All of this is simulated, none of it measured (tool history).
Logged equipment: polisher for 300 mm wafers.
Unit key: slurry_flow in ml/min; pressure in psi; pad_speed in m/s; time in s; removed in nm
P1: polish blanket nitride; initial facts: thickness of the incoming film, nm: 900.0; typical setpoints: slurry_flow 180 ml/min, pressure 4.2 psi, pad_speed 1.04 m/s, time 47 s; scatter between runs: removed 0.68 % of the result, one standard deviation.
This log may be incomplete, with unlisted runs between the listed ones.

run,hour,slurry_flow,pressure,pad_speed,time,wafers polished on this pad,hours since the slurry nozzle was cleaned,hours since the head pressure was calibrated,removed
1,2.3,180,4.2,1.04,47,522,254,1091.5,110.98
2,5.4,235,4.2,1.04,47,564,257.1,1094.6,113.62
3,8.1,180,4.2,1.04,47,601,259.8,1097.3,110.08
4,12,110,4.2,1.6,47,654,263.7,1101.2,141.58
5,16,180,4.2,1.04,22,709,267.7,1105.2,51.101
6,20.3,180,4.2,1.62,47,768,272,1109.5,157.32
7,23.7,180,4.2,1.04,47,814,275.4,1112.9,109.21
# hour 26.1: head pressure recalibrated
8,27.5,180,4.2,1.04,47,866,279.2,1.4,108.47
9,32.2,180,4.2,1.04,47,930,283.9,6.1,109.83
10,35,180,4.2,1.04,69,968,286.7,8.9,160.74
11,38.3,130,4.2,1.04,47,1013,290,12.2,104.06
12,41.2,180,4.2,1.04,47,1053,292.9,15.1,110.42
13,45.4,180,4.2,0.5,47,1110,297.1,19.3,61.201

Expected results for the next run?
14,48.5,130,3.2,1.04,47,1153,300.2,22.4,?

For run 14 the tool returned removed 79.447 nm.
